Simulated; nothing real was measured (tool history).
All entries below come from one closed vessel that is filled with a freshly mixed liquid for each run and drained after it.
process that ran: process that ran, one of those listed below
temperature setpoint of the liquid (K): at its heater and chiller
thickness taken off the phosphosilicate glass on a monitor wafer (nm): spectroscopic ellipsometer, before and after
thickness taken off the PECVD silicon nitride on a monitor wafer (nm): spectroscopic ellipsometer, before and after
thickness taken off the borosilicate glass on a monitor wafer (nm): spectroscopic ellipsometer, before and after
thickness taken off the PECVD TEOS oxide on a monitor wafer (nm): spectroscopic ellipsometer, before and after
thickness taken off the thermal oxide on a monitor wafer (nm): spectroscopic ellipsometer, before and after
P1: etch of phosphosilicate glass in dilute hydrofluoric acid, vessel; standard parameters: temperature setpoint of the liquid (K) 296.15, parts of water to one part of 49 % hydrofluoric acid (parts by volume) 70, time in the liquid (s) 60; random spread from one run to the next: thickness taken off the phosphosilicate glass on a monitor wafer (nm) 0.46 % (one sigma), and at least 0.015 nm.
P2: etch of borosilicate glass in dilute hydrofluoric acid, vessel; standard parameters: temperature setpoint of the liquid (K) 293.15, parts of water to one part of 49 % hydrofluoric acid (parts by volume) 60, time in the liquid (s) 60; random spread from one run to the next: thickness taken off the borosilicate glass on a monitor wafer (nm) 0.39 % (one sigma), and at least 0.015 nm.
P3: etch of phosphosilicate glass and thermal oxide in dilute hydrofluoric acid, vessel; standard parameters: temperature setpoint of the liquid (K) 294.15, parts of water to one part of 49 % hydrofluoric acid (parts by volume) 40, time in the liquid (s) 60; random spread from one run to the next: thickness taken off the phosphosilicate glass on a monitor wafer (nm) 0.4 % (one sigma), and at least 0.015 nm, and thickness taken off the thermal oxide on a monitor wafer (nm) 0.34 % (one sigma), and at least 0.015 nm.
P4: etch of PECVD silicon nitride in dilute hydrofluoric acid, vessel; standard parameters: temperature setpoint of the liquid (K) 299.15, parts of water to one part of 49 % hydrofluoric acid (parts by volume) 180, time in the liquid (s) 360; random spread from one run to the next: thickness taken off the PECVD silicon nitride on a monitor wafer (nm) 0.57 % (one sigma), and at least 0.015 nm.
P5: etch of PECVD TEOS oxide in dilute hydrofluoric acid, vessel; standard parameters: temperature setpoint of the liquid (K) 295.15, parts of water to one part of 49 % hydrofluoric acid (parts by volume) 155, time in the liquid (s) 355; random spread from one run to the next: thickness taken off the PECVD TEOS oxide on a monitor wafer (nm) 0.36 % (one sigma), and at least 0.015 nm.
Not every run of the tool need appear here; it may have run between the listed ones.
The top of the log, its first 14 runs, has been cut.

| run | hour | process that ran | temperature setpoint of the liquid (K) | parts of water to one part of 49 % hydrofluoric acid (parts by volume) | time in the liquid (s) | thickness taken off the phosphosilicate glass on a monitor wafer (nm) | thickness taken off the PECVD silicon nitride on a monitor wafer (nm) | thickness taken off the borosilicate glass on a monitor wafer (nm) | thickness taken off the PECVD TEOS oxide on a monitor wafer (nm) | thickness taken off the thermal oxide on a monitor wafer (nm) |
|---|---|---|---|---|---|---|---|---|---|---|
| 15 | 151.8 | P3 | 294.15 | 70 | 60 | 147.49 |  |  |  | 3.5896 |
| 16 | 164.1 | P5 | 290.15 | 155 | 355 |  |  |  | 34.648 |  |
| 17 | 172 | P3 | 294.15 | 40 | 60 | 268.52 |  |  |  | 6.4769 |
| 18 | 178.4 | P2 | 293.15 | 20 | 60 |  |  | 90.801 |  |  |
| 19 | 187.3 | P1 | 296.15 | 70 | 60 | 76.114 |  |  |  |  |
| 20 | 197.4 | P3 | 300.65 | 40 | 60 | 350.31 |  |  |  | 8.5037 |
| 21 | 209.7 | P5 | 295.15 | 95 | 355 |  |  |  | 73.125 |  |
| 22 | 216.8 | P3 | 294.15 | 40 | 60 | 267.95 |  |  |  | 6.4763 |
| 23 | 229.9 | P1 | 296.15 | 70 | 60 | 76.259 |  |  |  |  |
| 24 | 240.7 | P2 | 293.15 | 60 | 60 |  |  | 28.751 |  |  |
| 25 | 247.7 | P1 | 290.65 | 20 | 60 | 223.1 |  |  |  |  |
| 26 | 260.7 | P4 | 294.65 | 180 | 360 |  | 5.6348 |  |  |  |
| 27 | 271.2 | P1 | 296.15 | 70 | 60 | 77.237 |  |  |  |  |
| 28 | 280.6 | P4 | 299.15 | 180 | 45 |  | 0.95009 |  |  |  |
| 29 | 289.5 | P5 | 295.15 | 155 | 355 |  |  |  | 41.945 |  |
| 30 | 299.4 | P2 | 293.15 | 60 | 105 |  |  | 50.561 |  |  |
| 31 | 309.5 | P1 | 296.15 | 70 | 30 | 38.423 |  |  |  |  |

Forecast run 32:
| 32 | 317.5 | P5 | 295.15 | 155 | 355 |  |  |  | ? |  |

thickness taken off the PECVD TEOS oxide on a monitor wafer (nm): 42.153
